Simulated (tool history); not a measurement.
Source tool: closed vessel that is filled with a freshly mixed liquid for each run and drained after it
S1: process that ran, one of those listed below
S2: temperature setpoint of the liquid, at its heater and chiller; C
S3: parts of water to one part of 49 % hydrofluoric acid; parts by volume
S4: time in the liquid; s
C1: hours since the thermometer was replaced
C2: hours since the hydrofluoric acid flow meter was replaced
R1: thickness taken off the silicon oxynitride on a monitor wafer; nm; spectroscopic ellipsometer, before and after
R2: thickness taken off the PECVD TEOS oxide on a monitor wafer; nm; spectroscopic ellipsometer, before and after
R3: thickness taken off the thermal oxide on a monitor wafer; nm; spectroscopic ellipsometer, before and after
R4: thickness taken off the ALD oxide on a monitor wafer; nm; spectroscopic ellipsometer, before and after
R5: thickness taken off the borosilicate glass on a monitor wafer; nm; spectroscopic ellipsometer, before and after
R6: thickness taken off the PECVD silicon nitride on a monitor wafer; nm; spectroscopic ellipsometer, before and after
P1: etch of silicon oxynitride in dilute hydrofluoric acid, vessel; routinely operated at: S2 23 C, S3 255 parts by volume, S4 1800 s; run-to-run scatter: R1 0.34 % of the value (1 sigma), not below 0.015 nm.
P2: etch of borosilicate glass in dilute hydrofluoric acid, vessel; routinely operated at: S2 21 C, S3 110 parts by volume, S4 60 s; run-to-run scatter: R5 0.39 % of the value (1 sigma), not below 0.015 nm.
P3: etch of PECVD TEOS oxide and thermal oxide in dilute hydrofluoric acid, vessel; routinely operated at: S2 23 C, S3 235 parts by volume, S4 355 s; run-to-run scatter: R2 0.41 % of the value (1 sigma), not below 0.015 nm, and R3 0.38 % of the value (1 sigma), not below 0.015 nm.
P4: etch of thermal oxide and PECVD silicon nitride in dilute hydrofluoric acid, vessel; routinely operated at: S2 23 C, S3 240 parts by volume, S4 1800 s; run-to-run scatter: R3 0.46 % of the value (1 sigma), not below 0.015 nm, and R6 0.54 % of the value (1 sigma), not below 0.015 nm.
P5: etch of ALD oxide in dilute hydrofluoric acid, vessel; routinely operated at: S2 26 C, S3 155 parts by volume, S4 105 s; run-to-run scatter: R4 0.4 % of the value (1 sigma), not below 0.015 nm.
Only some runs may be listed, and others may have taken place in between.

| run | hour | S1 | S2 | S3 | S4 | C1 | C2 | R1 | R2 | R3 | R4 | R5 | R6 |
|---|---|---|---|---|---|---|---|---|---|---|---|---|---|
| 1 | 5.8 | P1 | 23 | 255 | 1800 | 1397.5 | 732.2 | 15.99 |  |  |  |  |  |
| 2 | 10.9 | P3 | 23 | 110 | 355 | 1402.6 | 737.3 |  | 70.332 | 14.278 |  |  |  |
| 3 | 17.9 | P5 | 26 | 25 | 105 | 1409.6 | 744.3 |  |  |  | 87.624 |  |  |
| 4 | 23.5 | P1 | 23 | 255 | 1800 | 1415.2 | 749.9 | 15.935 |  |  |  |  |  |
| 5 | 31.2 | P3 | 23 | 235 | 355 | 1422.9 | 757.6 |  | 28.772 | 5.8476 |  |  |  |
| 6 | 35.2 | P1 | 23 | 255 | 1800 | 1426.9 | 761.6 | 16.002 |  |  |  |  |  |
| 7 | 43.1 | P2 | 21 | 110 | 60 | 1434.8 | 769.5 |  |  |  |  | 17.592 |  |
| 8 | 50 | P4 | 23 | 340 | 1800 | 1441.7 | 776.4 |  |  | 17.187 |  |  | 20.765 |
| 9 | 57 | P5 | 26 | 155 | 105 | 1448.7 | 783.4 |  |  |  | 11.899 |  |  |
| 10 | 63.8 | P1 | 23 | 255 | 605 | 1455.5 | 790.2 | 5.362 |  |  |  |  |  |
| 11 | 67.8 | P4 | 23 | 240 | 1800 | 1459.5 | 794.2 |  |  | 26.677 |  |  | 29.212 |
| 12 | 72.4 | P5 | 26 | 155 | 160 | 1464.1 | 798.8 |  |  |  | 17.979 |  |  |
| 13 | 80.3 | P3 | 23 | 235 | 565 | 1472 | 806.7 |  | 45.777 | 9.3266 |  |  |  |
| 14 | 86.9 | P1 | 18 | 135 | 1800 | 1478.6 | 813.3 | 25.944 |  |  |  |  |  |
| 15 | 90.6 | P1 | 31 | 255 | 1800 | 1482.3 | 817 | 22.344 |  |  |  |  |  |
| 16 | 94.2 | P1 | 17 | 255 | 1800 | 1485.9 | 820.6 | 12.222 |  |  |  |  |  |
| 17 | 101.8 | P5 | 34 | 155 | 105 | 1493.5 | 828.2 |  |  |  | 15.92 |  |  |
| 18 | 107.8 | P2 | 21 | 175 | 60 | 1499.5 | 834.2 |  |  |  |  | 10.234 |  |
| 19 | 114.6 | P2 | 21 | 110 | 95 | 1506.3 | 841 |  |  |  |  | 27.672 |  |
| 20 | 121.3 | P2 | 28 | 110 | 60 | 1513 | 847.7 |  |  |  |  | 22.919 |  |
| 21 | 126.5 | P4 | 28.5 | 240 | 1800 | 1518.2 | 852.9 |  |  | 32.357 |  |  | 40.859 |
| 22 | 131.5 | P1 | 30.5 | 255 | 2565 | 1523.2 | 857.9 | 31.185 |  |  |  |  |  |
| 23 | 136.3 | P3 | 18 | 235 | 355 | 1528 | 862.7 |  | 23.709 | 4.8659 |  |  |  |
| 24 | 141.5 | P5 | 26 | 155 | 105 | 1533.2 | 867.9 |  |  |  | 11.945 |  |  |
| 25 | 149.3 | P1 | 23 | 255 | 1800 | 1541 | 875.7 | 15.919 |  |  |  |  |  |
| 26 | 156.8 | P4 | 23 | 240 | 3570 | 1548.5 | 883.2 |  |  | 52.658 |  |  | 58.305 |
| 27 | 161.9 | P1 | 23 | 255 | 1800 | 1553.6 | 888.3 | 15.974 |  |  |  |  |  |
| 28 | 167 | P1 | 23 | 255 | 3100 | 1558.7 | 893.4 | 27.621 |  |  |  |  |  |
| 29 | 171 | P1 | 17 | 255 | 3380 | 1562.7 | 897.4 | 22.887 |  |  |  |  |  |
| 30 | 174.7 | P1 | 23 | 255 | 1800 | 1566.4 | 901.1 | 15.965 |  |  |  |  |  |
| 31 | 182 | P1 | 23 | 130 | 1800 | 1573.7 | 908.4 | 34.316 |  |  |  |  |  |
| 32 | 185.8 | P1 | 23 | 415 | 1800 | 1577.5 | 912.2 | 8.8641 |  |  |  |  |  |
| 33 | 193.8 | P1 | 23 | 255 | 1800 | 1585.5 | 920.2 | 15.95 |  |  |  |  |  |
| 34 | 201.1 | P1 | 23 | 255 | 1800 | 1592.8 | 927.5 | 16.592 |  |  |  |  |  |
| 35 | 205.7 | P1 | 23 | 255 | 1800 | 1597.4 | 932.1 | 16.739 |  |  |  |  |  |
| 36 | 210.5 | P1 | 23 | 255 | 1800 | 1602.2 | 936.9 | 16.925 |  |  |  |  |  |
| 37 | 214.6 | P1 | 23 | 255 | 1800 | 1606.3 | 941 | 17.129 |  |  |  |  |  |
| 38 | 220.1 | P1 | 23 | 255 | 1800 | 1611.8 | 946.5 | 17.051 |  |  |  |  |  |
| 39 | 224.3 | P1 | 23 | 255 | 1800 | 1616 | 950.7 | 17.063 |  |  |  |  |  |
| 40 | 230 | P1 | 23 | 255 | 1800 | 1621.7 | 956.4 | 17.067 |  |  |  |  |  |
| 41 | 236.8 | P1 | 23 | 255 | 1800 | 1628.5 | 963.2 | 17.102 |  |  |  |  |  |

P1 no longer gives what it gave before; its output has crept away from where it was. The following 2 causes, each at its listed size, fit the log equally well:
A: hydrofluoric acid flow above the setpoint (%) = 5.93
B: liquid hotter than its thermometer reads (K) = 1.56
At approximately hour 193.8, the process output began to creep.

The check runs listed below each take one wafer, and their results are still question marks. Under which run would the listed causes lead to clearly different results?
| check 1 | 243.6 | P4 | 23 | 240 | 3460 |  |  |  |  | ? |  |  | ? |
| check 2 | 243.6 | P3 | 23 | 155 | 355 |  |  |  | ? | ? |  |  |  |
| check 3 | 243.6 | P5 | 26 | 35 | 150 |  |  |  |  |  | ? |  |  |
| check 4 | 243.6 | P2 | 27 | 110 | 85 |  |  |  |  |  |  | ? |  |

How each check would come out, cause by cause:
| check | result | if A | if B |
|---|---|---|---|
| check 1 | R3 | 55.11 | 54.294 |
| check 1 | R6 | 59.366 | 61.828 |
| check 2 | R2 | 50.753 | 50.361 |
| check 2 | R3 | 10.343 | 10.263 |
| check 3 | R4 | 93.655 | 93.959 |
| check 4 | R5 | 33.535 | 33.319 |
Smallest distance between any two causes, each pair judged by its most separating result, in per cent: check 1 4.06 %; check 2 0.77 %; check 3 0.32 %; check 4 0.64 %
The other checks would show nearly matching results whichever cause is true, so check 1 is the only one that separates the causes.

Then check 1 was run and gave: R3 54.27 nm; R6 62.432 nm. Which cause is it?

It was cause B: liquid hotter than its thermometer reads (K).
